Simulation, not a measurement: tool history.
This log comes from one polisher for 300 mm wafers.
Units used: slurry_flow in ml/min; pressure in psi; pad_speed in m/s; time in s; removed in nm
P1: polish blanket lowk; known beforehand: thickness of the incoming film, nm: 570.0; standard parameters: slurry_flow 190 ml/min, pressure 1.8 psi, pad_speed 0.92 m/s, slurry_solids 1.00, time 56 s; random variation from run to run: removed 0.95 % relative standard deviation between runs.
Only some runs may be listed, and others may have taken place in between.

| run | hour | slurry_flow | pressure | pad_speed | slurry_solids | time | wafers polished on this pad | hours since the slurry nozzle was cleaned | hours since the head pressure was calibrated | hours since the slurry blender was calibrated | hours since the conditioning disc was replaced | removed |
|---|---|---|---|---|---|---|---|---|---|---|---|---|
| 1 | 12.7 | 190 | 1.8 | 0.92 | 1.00 | 56 | 567 | 230.6 | 301.1 | 116.7 | 224.4 | 18.1400 |
| 2 | 21.6 | 190 | 1.8 | 0.92 | 1.50 | 56 | 686 | 239.5 | 310.0 | 125.6 | 233.3 | 21.6150 |
|  | 26.6 | conditioning disc replaced and pad reconditioned |
| 3 | 32.4 | 190 | 1.8 | 0.92 | 1.00 | 56 | 829 | 250.3 | 320.8 | 136.4 | 5.8 | 18.2400 |
| 4 | 45.0 | 115 | 1.8 | 0.92 | 1.00 | 56 | 997 | 262.9 | 333.4 | 149.0 | 18.4 | 16.7020 |
| 5 | 56.7 | 290 | 2.5 | 0.92 | 1.00 | 56 | 1152 | 274.6 | 345.1 | 160.7 | 30.1 | 26.4140 |
| 6 | 69.7 | 190 | 1.8 | 0.92 | 1.00 | 28 | 1325 | 287.6 | 358.1 | 173.7 | 43.1 | 9.1448 |
| 7 | 78.1 | 190 | 1.8 | 0.92 | 1.00 | 80 | 1437 | 296.0 | 366.5 | 182.1 | 51.5 | 25.9170 |
| 8 | 84.0 | 190 | 1.8 | 0.50 | 1.00 | 56 | 1515 | 301.9 | 372.4 | 188.0 | 57.4 | 11.0930 |
| 9 | 90.9 | 190 | 1.8 | 0.92 | 1.00 | 56 | 1607 | 308.8 | 379.3 | 194.9 | 64.3 | 17.7450 |
| 10 | 103.7 | 190 | 1.8 | 1.42 | 1.00 | 56 | 1777 | 321.6 | 392.1 | 207.7 | 77.1 | 25.5620 |
| 11 | 115.5 | 190 | 1.8 | 0.92 | 0.55 | 56 | 1934 | 333.4 | 403.9 | 219.5 | 88.9 | 13.1880 |
| 12 | 125.3 | 270 | 1.8 | 0.92 | 1.00 | 56 | 2065 | 343.2 | 413.7 | 229.3 | 98.7 | 18.8820 |
| 13 | 135.9 | 190 | 2.4 | 0.92 | 1.00 | 56 | 2206 | 353.8 | 424.3 | 239.9 | 109.3 | 24.4590 |
| 14 | 148.1 | 190 | 1.8 | 0.92 | 1.00 | 56 | 2368 | 366.0 | 436.5 | 252.1 | 121.5 | 17.9120 |
| 15 | 157.6 | 190 | 0.8 | 0.92 | 1.00 | 56 | 2494 | 375.5 | 446.0 | 261.6 | 131.0 | 8.0468 |
| 16 | 166.5 | 190 | 1.8 | 0.92 | 1.00 | 56 | 2613 | 384.4 | 454.9 | 270.5 | 139.9 | 18.2590 |
| 17 | 174.6 | 190 | 1.8 | 0.92 | 1.00 | 56 | 2720 | 392.5 | 463.0 | 278.6 | 148.0 | 17.5070 |
| 18 | 184.8 | 190 | 1.8 | 0.92 | 1.00 | 56 | 2856 | 402.7 | 473.2 | 288.8 | 158.2 | 16.4550 |

Run 19 has not been measured yet. What should we expect?
| 19 | 191.2 | 190 | 1.8 | 0.92 | 1.00 | 56 | 2941 | 409.1 | 479.6 | 295.2 | 164.6 | ? |

{"run 19": {"removed": 16.105}}
